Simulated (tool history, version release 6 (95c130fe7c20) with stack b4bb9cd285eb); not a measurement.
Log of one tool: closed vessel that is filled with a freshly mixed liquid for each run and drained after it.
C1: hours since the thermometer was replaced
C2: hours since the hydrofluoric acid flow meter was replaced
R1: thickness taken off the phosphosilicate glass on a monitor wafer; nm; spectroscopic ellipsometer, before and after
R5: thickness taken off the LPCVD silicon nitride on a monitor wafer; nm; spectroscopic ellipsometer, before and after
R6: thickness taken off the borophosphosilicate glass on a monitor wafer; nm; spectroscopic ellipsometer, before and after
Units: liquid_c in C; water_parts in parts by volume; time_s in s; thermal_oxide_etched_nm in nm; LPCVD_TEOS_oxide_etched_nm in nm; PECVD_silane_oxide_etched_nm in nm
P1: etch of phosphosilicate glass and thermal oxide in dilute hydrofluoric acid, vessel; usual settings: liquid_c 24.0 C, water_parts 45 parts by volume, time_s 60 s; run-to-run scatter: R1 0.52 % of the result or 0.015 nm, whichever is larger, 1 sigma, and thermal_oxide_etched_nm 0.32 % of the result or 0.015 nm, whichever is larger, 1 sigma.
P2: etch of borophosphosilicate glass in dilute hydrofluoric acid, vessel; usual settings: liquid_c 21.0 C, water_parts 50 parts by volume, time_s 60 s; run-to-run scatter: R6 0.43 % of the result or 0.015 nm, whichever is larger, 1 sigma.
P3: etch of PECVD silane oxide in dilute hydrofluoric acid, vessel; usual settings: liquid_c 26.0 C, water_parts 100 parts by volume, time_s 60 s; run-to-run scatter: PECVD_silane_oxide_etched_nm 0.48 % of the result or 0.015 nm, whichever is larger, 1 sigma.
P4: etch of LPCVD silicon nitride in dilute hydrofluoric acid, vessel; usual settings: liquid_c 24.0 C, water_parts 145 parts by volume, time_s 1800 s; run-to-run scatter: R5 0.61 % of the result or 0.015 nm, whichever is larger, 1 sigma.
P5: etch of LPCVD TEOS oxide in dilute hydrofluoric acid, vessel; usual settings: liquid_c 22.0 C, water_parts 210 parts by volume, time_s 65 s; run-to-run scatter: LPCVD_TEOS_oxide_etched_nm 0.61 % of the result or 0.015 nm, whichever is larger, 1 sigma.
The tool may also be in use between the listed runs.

run 1 hour=6.3 | process=P1 liquid_c=24.0 water_parts=45 time_s=60 | C1=590.2 C2=953.8 | R1=162.550 thermal_oxide_etched_nm=6.7116
run 2 hour=10.0 | process=P5 liquid_c=22.0 water_parts=210 time_s=65 | C1=593.9 C2=957.5 | LPCVD_TEOS_oxide_etched_nm=4.8564
run 3 hour=15.5 | process=P3 liquid_c=26.0 water_parts=100 time_s=30 | C1=599.4 C2=963.0 | PECVD_silane_oxide_etched_nm=8.954
run 4 hour=22.7 | process=P4 liquid_c=24.0 water_parts=145 time_s=185 | C1=606.6 C2=970.2 | R5=0.56047
run 5 hour=27.3 | process=P1 liquid_c=24.0 water_parts=45 time_s=60 | C1=611.2 C2=974.8 | R1=160.460 thermal_oxide_etched_nm=6.7688
run 6 hour=34.2 | process=P4 liquid_c=31.5 water_parts=145 time_s=1800 | C1=618.1 C2=981.7 | R5=8.82370
run 7 hour=40.2 | process=P3 liquid_c=20.0 water_parts=100 time_s=60 | C1=624.1 C2=987.7 | PECVD_silane_oxide_etched_nm=14.055
run 8 hour=46.8 | process=P1 liquid_c=24.0 water_parts=75 time_s=60 | C1=630.7 C2=994.3 | R1=93.879 thermal_oxide_etched_nm=3.8756
run 9 hour=53.1 | process=P4 liquid_c=24.0 water_parts=40 time_s=1800 | C1=637.0 C2=1000.6 | R5=19.22900
run 10 hour=58.0 | process=P1 liquid_c=28.0 water_parts=65 time_s=60 | C1=641.9 C2=1005.5 | R1=127.210 thermal_oxide_etched_nm=5.3620
run 11 hour=64.9 | process=P2 liquid_c=17.0 water_parts=50 time_s=60 | C1=648.8 C2=1012.4 | R6=44.161
run 12 hour=70.6 | process=P1 liquid_c=24.0 water_parts=45 time_s=60 | C1=654.5 C2=1018.1 | R1=162.420 thermal_oxide_etched_nm=6.7450
run 13 hour=77.8 | process=P2 liquid_c=21.0 water_parts=20 time_s=60 | C1=661.7 C2=1025.3 | R6=136.130
run 14 hour=84.6 | process=P1 liquid_c=24.0 water_parts=45 time_s=90 | C1=668.5 C2=1032.1 | R1=243.160 thermal_oxide_etched_nm=10.1250
run 15 hour=87.8 | process=P3 liquid_c=26.0 water_parts=140 time_s=60 | C1=671.7 C2=1035.3 | PECVD_silane_oxide_etched_nm=12.179
run 16 hour=94.7 | process=P4 liquid_c=24.0 water_parts=145 time_s=1800 | C1=678.6 C2=1042.2 | R5=5.43860
run 17 hour=100.7 | process=P2 liquid_c=21.0 water_parts=50 time_s=60 | C1=684.6 C2=1048.2 | R6=52.799
run 18 hour=105.5 | process=P2 liquid_c=21.0 water_parts=50 time_s=60 | C1=689.4 C2=1053.0 | R6=52.910
-- hour=106.9 hydrofluoric acid flow meter replaced
run 19 hour=109.9 | process=P1 liquid_c=24.0 water_parts=45 time_s=30 | C1=693.8 C2=3.0 | R1=81.486 thermal_oxide_etched_nm=3.3879
run 20 hour=114.2 | process=P5 liquid_c=29.5 water_parts=210 time_s=65 | C1=698.1 C2=7.3 | LPCVD_TEOS_oxide_etched_nm=6.4029
run 21 hour=119.6 | process=P2 liquid_c=21.0 water_parts=50 time_s=105 | C1=703.5 C2=12.7 | R6=92.115
run 22 hour=123.8 | process=P5 liquid_c=22.0 water_parts=55 time_s=65 | C1=707.7 C2=16.9 | LPCVD_TEOS_oxide_etched_nm=22.1060
run 23 hour=127.2 | process=P1 liquid_c=28.0 water_parts=45 time_s=60 | C1=711.1 C2=20.3 | R1=190.900 thermal_oxide_etched_nm=7.9292
run 24 hour=134.1 | process=P1 liquid_c=24.0 water_parts=45 time_s=60 | C1=718.0 C2=27.2 | R1=160.980 thermal_oxide_etched_nm=6.8025
run 25 hour=140.8 | process=P4 liquid_c=24.0 water_parts=145 time_s=1800 | C1=724.7 C2=33.9 | R5=5.39750
run 26 hour=146.4 | process=P5 liquid_c=22.0 water_parts=210 time_s=30 | C1=730.3 C2=39.5 | LPCVD_TEOS_oxide_etched_nm=2.2502
run 27 hour=152.8 | process=P3 liquid_c=26.0 water_parts=100 time_s=60 | C1=736.7 C2=45.9 | PECVD_silane_oxide_etched_nm=18.110
run 28 hour=156.2 | process=P1 liquid_c=24.0 water_parts=30 time_s=60 | C1=740.1 C2=49.3 | R1=248.050 thermal_oxide_etched_nm=10.2780

Forecast run 29:
run 29 hour=161.7 | process=P1 liquid_c=24.0 water_parts=45 time_s=60 | C1=745.6 C2=54.8 | R1=? thermal_oxide_etched_nm=?

R1: 163.440 nm
thermal_oxide_etched_nm: 6.7655 nm
